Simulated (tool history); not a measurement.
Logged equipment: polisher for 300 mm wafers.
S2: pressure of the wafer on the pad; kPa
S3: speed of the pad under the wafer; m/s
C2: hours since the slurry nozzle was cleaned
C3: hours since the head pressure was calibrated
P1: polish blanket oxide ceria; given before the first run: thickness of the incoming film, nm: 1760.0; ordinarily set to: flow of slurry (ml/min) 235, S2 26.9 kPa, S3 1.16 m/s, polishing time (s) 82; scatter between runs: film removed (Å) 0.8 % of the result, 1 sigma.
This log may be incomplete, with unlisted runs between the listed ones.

{"run": 1, "hour": 9.2, "flow of slurry (ml/min)": 235, "S2": 26.9, "S3": 1.16, "polishing time (s)": 82, "wafers polished on this pad": 385, "C2": 197.0, "C3": 147.6, "film removed (Å)": 5841.4}
{"run": 2, "hour": 15.3, "flow of slurry (ml/min)": 235, "S2": 26.9, "S3": 1.16, "polishing time (s)": 82, "wafers polished on this pad": 423, "C2": 203.1, "C3": 153.7, "film removed (Å)": 5822.4}
{"run": 3, "hour": 23.8, "flow of slurry (ml/min)": 235, "S2": 26.9, "S3": 1.16, "polishing time (s)": 121, "wafers polished on this pad": 477, "C2": 211.6, "C3": 162.2, "film removed (Å)": 8474.1}
{"run": 4, "hour": 33.6, "flow of slurry (ml/min)": 235, "S2": 26.9, "S3": 1.16, "polishing time (s)": 82, "wafers polished on this pad": 539, "C2": 221.4, "C3": 172.0, "film removed (Å)": 5915.2}
{"run": 5, "hour": 40.7, "flow of slurry (ml/min)": 235, "S2": 26.9, "S3": 1.16, "polishing time (s)": 82, "wafers polished on this pad": 583, "C2": 228.5, "C3": 179.1, "film removed (Å)": 5862.4}
{"run": 6, "hour": 51.3, "flow of slurry (ml/min)": 235, "S2": 26.9, "S3": 1.16, "polishing time (s)": 82, "wafers polished on this pad": 650, "C2": 239.1, "C3": 189.7, "film removed (Å)": 5828.0}
{"run": 7, "hour": 56.9, "flow of slurry (ml/min)": 235, "S2": 26.9, "S3": 1.16, "polishing time (s)": 82, "wafers polished on this pad": 685, "C2": 244.7, "C3": 195.3, "film removed (Å)": 5745.2}
{"run": 8, "hour": 66.9, "flow of slurry (ml/min)": 235, "S2": 13.1, "S3": 1.16, "polishing time (s)": 82, "wafers polished on this pad": 748, "C2": 254.7, "C3": 205.3, "film removed (Å)": 2848.8}
{"run": 9, "hour": 77.0, "flow of slurry (ml/min)": 235, "S2": 26.9, "S3": 1.16, "polishing time (s)": 38, "wafers polished on this pad": 812, "C2": 264.8, "C3": 215.4, "film removed (Å)": 2722.7}
{"run": 10, "hour": 87.9, "flow of slurry (ml/min)": 235, "S2": 26.9, "S3": 1.84, "polishing time (s)": 82, "wafers polished on this pad": 881, "C2": 275.7, "C3": 226.3, "film removed (Å)": 9366.2}
{"hour": 93.2, "done": "slurry nozzle cleaned"}
{"run": 11, "hour": 94.5, "flow of slurry (ml/min)": 235, "S2": 26.9, "S3": 0.82, "polishing time (s)": 110, "wafers polished on this pad": 922, "C2": 1.3, "C3": 232.9, "film removed (Å)": 5516.3}
{"run": 12, "hour": 105.9, "flow of slurry (ml/min)": 140, "S2": 26.9, "S3": 1.16, "polishing time (s)": 82, "wafers polished on this pad": 994, "C2": 12.7, "C3": 244.3, "film removed (Å)": 5475.4}
{"run": 13, "hour": 113.5, "flow of slurry (ml/min)": 235, "S2": 40.0, "S3": 1.16, "polishing time (s)": 82, "wafers polished on this pad": 1042, "C2": 20.3, "C3": 251.9, "film removed (Å)": 8800.6}
{"run": 14, "hour": 125.0, "flow of slurry (ml/min)": 235, "S2": 26.9, "S3": 0.56, "polishing time (s)": 82, "wafers polished on this pad": 1114, "C2": 31.8, "C3": 263.4, "film removed (Å)": 2846.3}
{"run": 15, "hour": 130.6, "flow of slurry (ml/min)": 310, "S2": 26.9, "S3": 1.16, "polishing time (s)": 82, "wafers polished on this pad": 1150, "C2": 37.4, "C3": 269.0, "film removed (Å)": 5991.7}
{"run": 16, "hour": 138.6, "flow of slurry (ml/min)": 235, "S2": 26.9, "S3": 1.16, "polishing time (s)": 82, "wafers polished on this pad": 1200, "C2": 45.4, "C3": 277.0, "film removed (Å)": 5885.8}
{"run": 17, "hour": 146.7, "flow of slurry (ml/min)": 235, "S2": 26.9, "S3": 1.16, "polishing time (s)": 82, "wafers polished on this pad": 1251, "C2": 53.5, "C3": 285.1, "film removed (Å)": 5649.9}
{"run": 18, "hour": 153.6, "flow of slurry (ml/min)": 235, "S2": 26.9, "S3": 1.16, "polishing time (s)": 82, "wafers polished on this pad": 1294, "C2": 60.4, "C3": 292.0, "film removed (Å)": 5635.0}
{"run": 19, "hour": 158.8, "flow of slurry (ml/min)": 235, "S2": 26.9, "S3": 1.16, "polishing time (s)": 82, "wafers polished on this pad": 1327, "C2": 65.6, "C3": 297.2, "film removed (Å)": 5581.0}
{"run": 20, "hour": 168.0, "flow of slurry (ml/min)": 235, "S2": 26.9, "S3": 1.16, "polishing time (s)": 82, "wafers polished on this pad": 1385, "C2": 74.8, "C3": 306.4, "film removed (Å)": 5478.7}
{"run": 21, "hour": 176.1, "flow of slurry (ml/min)": 235, "S2": 26.9, "S3": 1.16, "polishing time (s)": 82, "wafers polished on this pad": 1436, "C2": 82.9, "C3": 314.5, "film removed (Å)": 5365.9}
{"hour": 176.6, "done": "worn pad replaced by a new one"}
{"run": 22, "hour": 184.5, "flow of slurry (ml/min)": 235, "S2": 26.9, "S3": 1.16, "polishing time (s)": 82, "wafers polished on this pad": 49, "C2": 91.3, "C3": 322.9, "film removed (Å)": 5454.3}
{"run": 23, "hour": 193.9, "flow of slurry (ml/min)": 235, "S2": 26.9, "S3": 1.16, "polishing time (s)": 82, "wafers polished on this pad": 109, "C2": 100.7, "C3": 332.3, "film removed (Å)": 5388.7}
{"run": 24, "hour": 199.8, "flow of slurry (ml/min)": 235, "S2": 26.9, "S3": 1.16, "polishing time (s)": 82, "wafers polished on this pad": 146, "C2": 106.6, "C3": 338.2, "film removed (Å)": 5439.1}
{"run": 25, "hour": 210.3, "flow of slurry (ml/min)": 235, "S2": 26.9, "S3": 1.16, "polishing time (s)": 82, "wafers polished on this pad": 212, "C2": 117.1, "C3": 348.7, "film removed (Å)": 5368.2}
{"run": 26, "hour": 218.4, "flow of slurry (ml/min)": 235, "S2": 26.9, "S3": 1.16, "polishing time (s)": 82, "wafers polished on this pad": 263, "C2": 125.2, "C3": 356.8, "film removed (Å)": 5399.0}

P1 no longer gives what it gave before; its output has crept away from where it was. The following 2 causes, each at its listed size, fit the log equally well:
A: slurry flow missing at the pad, % = 39.5
B: head's pressure below its setpoint, % = 6.98
The creep began at about hour 138.6.
What rules out each remaining cause:
removal rate lost through wear of the pad, %: its service at hour 176.6 followed the start of the drift and did not put the process back to its old value

Which of the 4 check runs listed below, each an average over 2 wafers with its results shown as question marks, gives clearly different results under the different listed causes?
{"run": "check 1", "hour": 226.5, "flow of slurry (ml/min)": 235, "S2": 26.9, "S3": 1.68, "polishing time (s)": 54, "film removed (Å)": "?"}
{"run": "check 2", "hour": 226.5, "flow of slurry (ml/min)": 235, "S2": 33.1, "S3": 1.16, "polishing time (s)": 82, "film removed (Å)": "?"}
{"run": "check 3", "hour": 226.5, "flow of slurry (ml/min)": 145, "S2": 26.9, "S3": 1.16, "polishing time (s)": 82, "film removed (Å)": "?"}
{"run": "check 4", "hour": 226.5, "flow of slurry (ml/min)": 235, "S2": 26.9, "S3": 0.82, "polishing time (s)": 120, "film removed (Å)": "?"}

Check results expected under each cause:
check=check_1 result=film_removed_(Å) if_A=5162.1 if_B=5161.3
check=check_2 result=film_removed_(Å) if_A=6661.5 if_B=6660.4
check=check_3 result=film_removed_(Å) if_A=4854.4 if_B=5052.4
check=check_4 result=film_removed_(Å) if_A=5599.1 if_B=5598.2
Gap, in per cent, between the two causes that each check separates least, read from the result that separates them most: check 1 0.02 %; check 2 0.02 %; check 3 4 %; check 4 0.02 %
Check 3 tells the causes apart: in the others they would give nearly the same result.

Check 3 has now been run. It gave: film removed (Å) 5016.2. Which of the candidate causes is it?

It is B: head's pressure below its setpoint, %.

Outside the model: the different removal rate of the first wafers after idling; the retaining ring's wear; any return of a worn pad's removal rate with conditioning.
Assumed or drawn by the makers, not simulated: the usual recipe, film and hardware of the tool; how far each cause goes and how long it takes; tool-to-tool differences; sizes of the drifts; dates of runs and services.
